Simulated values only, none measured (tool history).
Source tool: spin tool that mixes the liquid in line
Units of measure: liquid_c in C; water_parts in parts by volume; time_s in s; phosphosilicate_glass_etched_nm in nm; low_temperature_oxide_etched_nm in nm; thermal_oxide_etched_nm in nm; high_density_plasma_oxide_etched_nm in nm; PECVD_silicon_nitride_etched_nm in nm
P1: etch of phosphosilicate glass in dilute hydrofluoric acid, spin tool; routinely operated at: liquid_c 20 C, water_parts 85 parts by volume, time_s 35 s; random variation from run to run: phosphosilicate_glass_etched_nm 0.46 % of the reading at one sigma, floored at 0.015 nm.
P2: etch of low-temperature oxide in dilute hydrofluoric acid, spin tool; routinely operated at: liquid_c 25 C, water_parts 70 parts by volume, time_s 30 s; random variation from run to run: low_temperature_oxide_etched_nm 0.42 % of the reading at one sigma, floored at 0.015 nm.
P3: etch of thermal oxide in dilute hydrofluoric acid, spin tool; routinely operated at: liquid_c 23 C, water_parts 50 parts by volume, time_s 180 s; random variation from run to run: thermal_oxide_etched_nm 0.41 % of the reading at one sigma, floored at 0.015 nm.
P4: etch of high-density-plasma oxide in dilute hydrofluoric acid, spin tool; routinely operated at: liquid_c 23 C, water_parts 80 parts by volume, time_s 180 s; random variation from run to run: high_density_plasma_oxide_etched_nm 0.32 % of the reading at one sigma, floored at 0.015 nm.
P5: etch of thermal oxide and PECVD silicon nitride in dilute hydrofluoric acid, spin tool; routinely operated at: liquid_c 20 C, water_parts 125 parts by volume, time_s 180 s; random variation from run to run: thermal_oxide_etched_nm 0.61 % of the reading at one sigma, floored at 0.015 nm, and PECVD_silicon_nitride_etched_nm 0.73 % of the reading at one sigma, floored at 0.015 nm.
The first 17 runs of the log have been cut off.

| run | hour | process | liquid_c | water_parts | time_s | phosphosilicate_glass_etched_nm | low_temperature_oxide_etched_nm | thermal_oxide_etched_nm | high_density_plasma_oxide_etched_nm | PECVD_silicon_nitride_etched_nm |
|---|---|---|---|---|---|---|---|---|---|---|
| 18 | 236.3 | P1 | 27.5 | 85 | 35 | 55.632 |  |  |  |  |
| 19 | 244.6 | P4 | 23 | 80 | 15 |  |  |  | 1.846 |  |
| 20 | 253.7 | P1 | 20 | 85 | 35 | 41.08 |  |  |  |  |
| 21 | 269.9 | P2 | 25 | 25 | 30 |  | 30.848 |  |  |  |
| 22 | 278.9 | P5 | 20 | 170 | 180 |  |  | 3.8407 |  | 2.4038 |
| 23 | 290.8 | P3 | 17 | 50 | 180 |  |  | 13.369 |  |  |
| 24 | 306.5 | P4 | 23 | 80 | 180 |  |  |  | 21.864 |  |
| 25 | 322.8 | P2 | 25 | 70 | 15 |  | 5.2403 |  |  |  |

For run 26, what comes out?
| 26 | 336.9 | P3 | 23 | 70 | 180 |  |  | ? |  |  |

Logged for run 26: thermal_oxide_etched_nm 11.974 nm.
